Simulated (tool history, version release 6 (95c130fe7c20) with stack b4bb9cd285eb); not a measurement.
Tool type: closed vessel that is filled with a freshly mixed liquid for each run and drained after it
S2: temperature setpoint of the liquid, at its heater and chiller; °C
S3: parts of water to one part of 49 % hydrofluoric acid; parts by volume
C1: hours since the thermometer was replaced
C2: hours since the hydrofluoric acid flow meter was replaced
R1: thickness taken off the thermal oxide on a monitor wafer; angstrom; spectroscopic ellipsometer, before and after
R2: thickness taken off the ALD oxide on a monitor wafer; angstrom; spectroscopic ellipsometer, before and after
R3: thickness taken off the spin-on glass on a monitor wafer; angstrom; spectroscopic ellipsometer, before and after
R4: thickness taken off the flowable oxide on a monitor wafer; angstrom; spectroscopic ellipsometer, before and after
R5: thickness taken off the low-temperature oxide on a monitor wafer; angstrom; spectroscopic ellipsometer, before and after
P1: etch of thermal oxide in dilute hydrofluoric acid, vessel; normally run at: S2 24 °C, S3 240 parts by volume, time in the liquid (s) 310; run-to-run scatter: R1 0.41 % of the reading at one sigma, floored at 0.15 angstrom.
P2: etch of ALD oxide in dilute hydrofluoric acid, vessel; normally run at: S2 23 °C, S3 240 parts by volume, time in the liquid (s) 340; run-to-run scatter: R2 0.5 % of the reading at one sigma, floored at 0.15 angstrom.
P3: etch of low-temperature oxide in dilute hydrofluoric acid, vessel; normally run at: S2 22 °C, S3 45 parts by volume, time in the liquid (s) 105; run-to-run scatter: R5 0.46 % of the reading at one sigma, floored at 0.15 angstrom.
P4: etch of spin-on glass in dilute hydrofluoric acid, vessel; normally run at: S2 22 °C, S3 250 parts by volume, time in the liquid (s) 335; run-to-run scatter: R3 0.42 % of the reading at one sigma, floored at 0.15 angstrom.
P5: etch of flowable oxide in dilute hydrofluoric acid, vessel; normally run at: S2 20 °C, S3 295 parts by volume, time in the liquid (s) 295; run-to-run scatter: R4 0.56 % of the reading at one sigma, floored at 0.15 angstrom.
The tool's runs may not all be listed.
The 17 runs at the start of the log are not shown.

Run 18, hour 56: process that ran P1, S2 24 °C, S3 240 parts by volume, time in the liquid (s) 310; C1 569.1; C2 291.5. Result: R1 50.702 angstrom.
Run 19, hour 59.2: process that ran P3, S2 22 °C, S3 25 parts by volume, time in the liquid (s) 105; C1 572.3; C2 294.7. Result: R5 918.82 angstrom.
Run 20, hour 62.9: process that ran P1, S2 24 °C, S3 240 parts by volume, time in the liquid (s) 310; C1 576; C2 298.4. Result: R1 50.116 angstrom.
At hour 64.4: thermometer replaced.
Run 21, hour 66: process that ran P5, S2 20 °C, S3 525 parts by volume, time in the liquid (s) 295; C1 1.6; C2 301.5. Result: R4 180.14 angstrom.
Run 22, hour 68.6: process that ran P1, S2 24 °C, S3 240 parts by volume, time in the liquid (s) 310; C1 4.2; C2 304.1. Result: R1 49.943 angstrom.
Run 23, hour 73.1: process that ran P3, S2 22 °C, S3 45 parts by volume, time in the liquid (s) 105; C1 8.7; C2 308.6. Result: R5 498.06 angstrom.
Run 24, hour 76.1: process that ran P2, S2 23 °C, S3 105 parts by volume, time in the liquid (s) 340; C1 11.7; C2 311.6. Result: R2 515.3 angstrom.
Run 25, hour 78.2: process that ran P5, S2 20 °C, S3 295 parts by volume, time in the liquid (s) 295; C1 13.8; C2 313.7. Result: R4 386.08 angstrom.
Run 26, hour 80.9: process that ran P5, S2 17 °C, S3 295 parts by volume, time in the liquid (s) 295; C1 16.5; C2 316.4. Result: R4 342.96 angstrom.

Estimate the outcome of run 27 from the log above:
Run 27, hour 83.6: process that ran P3, S2 22 °C, S3 45 parts by volume, time in the liquid (s) 105; C1 19.2; C2 319.1. Result: R5 ?.

Logged for run 27: R5 494.82 angstrom.

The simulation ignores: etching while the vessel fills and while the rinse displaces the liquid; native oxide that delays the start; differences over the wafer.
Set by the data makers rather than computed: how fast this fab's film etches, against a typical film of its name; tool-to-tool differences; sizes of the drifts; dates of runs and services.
